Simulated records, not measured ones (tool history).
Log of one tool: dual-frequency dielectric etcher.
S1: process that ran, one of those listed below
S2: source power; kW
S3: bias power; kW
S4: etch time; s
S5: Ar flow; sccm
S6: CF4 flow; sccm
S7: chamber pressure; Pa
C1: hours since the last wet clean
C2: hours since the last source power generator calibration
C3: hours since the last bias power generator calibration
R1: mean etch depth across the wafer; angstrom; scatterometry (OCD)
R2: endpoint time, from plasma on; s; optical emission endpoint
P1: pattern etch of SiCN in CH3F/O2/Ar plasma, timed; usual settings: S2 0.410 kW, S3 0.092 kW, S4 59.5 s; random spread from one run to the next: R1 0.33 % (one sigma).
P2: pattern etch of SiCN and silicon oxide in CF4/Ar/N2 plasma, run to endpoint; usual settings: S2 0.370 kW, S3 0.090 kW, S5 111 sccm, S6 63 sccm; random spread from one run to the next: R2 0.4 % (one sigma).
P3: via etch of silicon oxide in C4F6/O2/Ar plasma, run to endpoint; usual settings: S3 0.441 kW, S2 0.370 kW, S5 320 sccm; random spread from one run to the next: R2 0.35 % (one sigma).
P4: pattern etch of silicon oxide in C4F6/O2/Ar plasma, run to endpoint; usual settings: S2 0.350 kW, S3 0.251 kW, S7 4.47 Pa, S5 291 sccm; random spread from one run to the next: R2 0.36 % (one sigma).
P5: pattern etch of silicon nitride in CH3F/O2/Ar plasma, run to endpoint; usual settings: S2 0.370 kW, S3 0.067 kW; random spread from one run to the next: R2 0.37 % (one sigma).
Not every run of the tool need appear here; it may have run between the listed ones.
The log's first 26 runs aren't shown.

run	day	S1	S2	S3	S4	S5	S6	S7	C1	C2	C3	R1	R2
27	6.992	P1	0.410	0.092	59.5				540.8	685.1	1993.4	248.90	
28	7.200	P5	0.370	0.067					545.8	690.1	1998.4		70.872
29	7.396	P1	0.410	0.092	74.0				550.5	694.8	2003.1	310.35	
30	7.738	P1	0.270	0.092	59.5				558.7	703.0	2011.3	212.43	
31	7.962	P1	0.410	0.092	59.5				564.1	708.4	2016.7	248.90	
32	8.238	P2	0.370	0.071		111	63		570.7	715.0	2023.3		20.599
33	8.567	P1	0.410	0.092	33.5				578.6	722.9	2031.2	140.57	
34	8.738	P1	0.410	0.092	59.5				582.7	727.0	2035.3	248.69	

Estimate the outcome of run 35 from the log above:
35	8.954	P1	0.410	0.092	59.5				587.9	732.2	2040.5	?	

{"run 35": {"R1": 247.97}}

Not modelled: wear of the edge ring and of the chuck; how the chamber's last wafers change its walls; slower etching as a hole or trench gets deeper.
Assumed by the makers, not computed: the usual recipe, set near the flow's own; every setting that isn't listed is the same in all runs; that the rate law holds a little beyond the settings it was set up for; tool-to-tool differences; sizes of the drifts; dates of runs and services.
